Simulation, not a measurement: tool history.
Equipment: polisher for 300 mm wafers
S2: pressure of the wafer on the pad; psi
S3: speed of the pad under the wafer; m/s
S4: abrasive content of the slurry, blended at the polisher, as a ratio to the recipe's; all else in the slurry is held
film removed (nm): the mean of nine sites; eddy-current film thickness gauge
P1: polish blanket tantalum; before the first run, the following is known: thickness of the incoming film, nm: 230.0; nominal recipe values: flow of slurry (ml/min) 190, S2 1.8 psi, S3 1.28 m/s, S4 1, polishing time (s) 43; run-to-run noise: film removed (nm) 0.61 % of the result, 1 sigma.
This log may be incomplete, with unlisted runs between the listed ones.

run 1 day=0.212 | flow_of_slurry_(ml/min)=190 S2=1.8 S3=1.28 S4=1 polishing_time_(s)=43 | film_removed_(nm)=70.574
run 2 day=0.346 | flow_of_slurry_(ml/min)=190 S2=1.8 S3=1.28 S4=1.3 polishing_time_(s)=43 | film_removed_(nm)=75.437
run 3 day=0.608 | flow_of_slurry_(ml/min)=190 S2=1.8 S3=1.28 S4=1 polishing_time_(s)=43 | film_removed_(nm)=70.632
run 4 day=0.804 | flow_of_slurry_(ml/min)=190 S2=1.8 S3=1.28 S4=1 polishing_time_(s)=27 | film_removed_(nm)=44.627
run 5 day=1.108 | flow_of_slurry_(ml/min)=245 S2=1.8 S3=1.28 S4=1 polishing_time_(s)=43 | film_removed_(nm)=72.641
run 6 day=1.346 | flow_of_slurry_(ml/min)=190 S2=1.8 S3=1.28 S4=1 polishing_time_(s)=43 | film_removed_(nm)=70.9
-- day=1.488 head pressure recalibrated
run 7 day=1.512 | flow_of_slurry_(ml/min)=190 S2=1.8 S3=1.28 S4=1 polishing_time_(s)=43 | film_removed_(nm)=70.462
-- day=1.517 slurry nozzle cleaned
run 8 day=1.762 | flow_of_slurry_(ml/min)=190 S2=2.5 S3=1.28 S4=1 polishing_time_(s)=43 | film_removed_(nm)=98.079
run 9 day=2.033 | flow_of_slurry_(ml/min)=190 S2=1.8 S3=1.28 S4=1 polishing_time_(s)=43 | film_removed_(nm)=70.478
run 10 day=2.254 | flow_of_slurry_(ml/min)=190 S2=1.8 S3=1.28 S4=1 polishing_time_(s)=43 | film_removed_(nm)=70.548
run 11 day=2.475 | flow_of_slurry_(ml/min)=190 S2=1.8 S3=1.86 S4=1 polishing_time_(s)=43 | film_removed_(nm)=102.05
run 12 day=2.688 | flow_of_slurry_(ml/min)=190 S2=1.8 S3=1.28 S4=0.55 polishing_time_(s)=43 | film_removed_(nm)=57.675
run 13 day=2.908 | flow_of_slurry_(ml/min)=190 S2=1.8 S3=1.28 S4=1 polishing_time_(s)=43 | film_removed_(nm)=70.498
run 14 day=3.121 | flow_of_slurry_(ml/min)=190 S2=1.8 S3=0.74 S4=1 polishing_time_(s)=43 | film_removed_(nm)=40.924
run 15 day=3.321 | flow_of_slurry_(ml/min)=190 S2=1 S3=1.28 S4=1 polishing_time_(s)=43 | film_removed_(nm)=39.329
run 16 day=3.55 | flow_of_slurry_(ml/min)=115 S2=1.8 S3=1.28 S4=1 polishing_time_(s)=43 | film_removed_(nm)=63.843
run 17 day=3.825 | flow_of_slurry_(ml/min)=190 S2=1.8 S3=1.28 S4=1 polishing_time_(s)=66 | film_removed_(nm)=108.6
run 18 day=3.967 | flow_of_slurry_(ml/min)=190 S2=0.9 S3=1.28 S4=1 polishing_time_(s)=28 | film_removed_(nm)=23.364
run 19 day=4.25 | flow_of_slurry_(ml/min)=190 S2=1.8 S3=1.28 S4=1 polishing_time_(s)=43 | film_removed_(nm)=70.701
run 20 day=4.438 | flow_of_slurry_(ml/min)=190 S2=1.8 S3=1.28 S4=1 polishing_time_(s)=43 | film_removed_(nm)=69.237
run 21 day=4.633 | flow_of_slurry_(ml/min)=190 S2=1.8 S3=1.28 S4=1 polishing_time_(s)=43 | film_removed_(nm)=68.023
run 22 day=4.904 | flow_of_slurry_(ml/min)=190 S2=1.8 S3=1.28 S4=1 polishing_time_(s)=43 | film_removed_(nm)=66.665
run 23 day=5.108 | flow_of_slurry_(ml/min)=190 S2=1.8 S3=1.28 S4=1 polishing_time_(s)=43 | film_removed_(nm)=66.591
-- day=5.267 slurry nozzle cleaned
run 24 day=5.292 | flow_of_slurry_(ml/min)=190 S2=1.8 S3=1.28 S4=1 polishing_time_(s)=43 | film_removed_(nm)=66.259
run 25 day=5.583 | flow_of_slurry_(ml/min)=190 S2=1.8 S3=1.28 S4=1 polishing_time_(s)=43 | film_removed_(nm)=65.126
run 26 day=5.846 | flow_of_slurry_(ml/min)=190 S2=1.8 S3=1.28 S4=1 polishing_time_(s)=43 | film_removed_(nm)=64.279
-- day=5.917 head pressure recalibrated
run 27 day=6.088 | flow_of_slurry_(ml/min)=190 S2=1.8 S3=1.28 S4=1 polishing_time_(s)=43 | film_removed_(nm)=64.777
run 28 day=6.358 | flow_of_slurry_(ml/min)=190 S2=1.8 S3=1.28 S4=1 polishing_time_(s)=43 | film_removed_(nm)=64.562
run 29 day=6.612 | flow_of_slurry_(ml/min)=190 S2=1.8 S3=1.28 S4=1 polishing_time_(s)=43 | film_removed_(nm)=65.535
run 30 day=6.817 | flow_of_slurry_(ml/min)=190 S2=1.8 S3=1.28 S4=1 polishing_time_(s)=43 | film_removed_(nm)=64.344

Something has made what P1 gives creep away from where it was; the 2 causes below, each at its own stated size, fit the log equally well:
A: abrasive missing from the slurry, % = 24.1
B: removal rate lost through wear of the pad, % = 8.33
The onset of the drift is placed at about day 4.25.
Why every other cause is out:
slurry flow missing at the pad, %: serviced after onset, at day 5.267, with no recovery of the prior output
head's pressure below its setpoint, %: serviced after onset, at day 5.917, with no recovery of the prior output

Each of the check runs listed below is run on 2 wafers and reports their average, with the results left as question marks. Pick the one under which the possible causes would lead to clearly different results.
run check 1 day=7.021 | flow_of_slurry_(ml/min)=190 S2=2.3 S3=1.28 S4=1 polishing_time_(s)=43 | film_removed_(nm)=?
run check 2 day=7.021 | flow_of_slurry_(ml/min)=190 S2=1.8 S3=1.68 S4=1 polishing_time_(s)=43 | film_removed_(nm)=?
run check 3 day=7.021 | flow_of_slurry_(ml/min)=225 S2=1.8 S3=1.28 S4=0.55 polishing_time_(s)=43 | film_removed_(nm)=?
run check 4 day=7.021 | flow_of_slurry_(ml/min)=190 S2=1.8 S3=1.28 S4=1 polishing_time_(s)=64 | film_removed_(nm)=?

Outcome of each check run for each possible cause:
check=check_1 result=film_removed_(nm) if_A=82.674 if_B=82.663
check=check_2 result=film_removed_(nm) if_A=84.92 if_B=84.909
check=check_3 result=film_removed_(nm) if_A=51.566 if_B=53.591
check=check_4 result=film_removed_(nm) if_A=96.299 if_B=96.286
Per check, the gap between the least separated pair of causes, taken in the result that splits them most: check 1 0.01 %; check 2 0.01 %; check 3 3.85 %; check 4 0.01 %
Check 3 is the one run that separates the causes; every other check would come out nearly the same whichever cause is at work.

After running check 3, the following was obtained: film removed (nm) 51.207. Which cause does this point to?

The correct cause is A, namely: abrasive missing from the slurry, %.
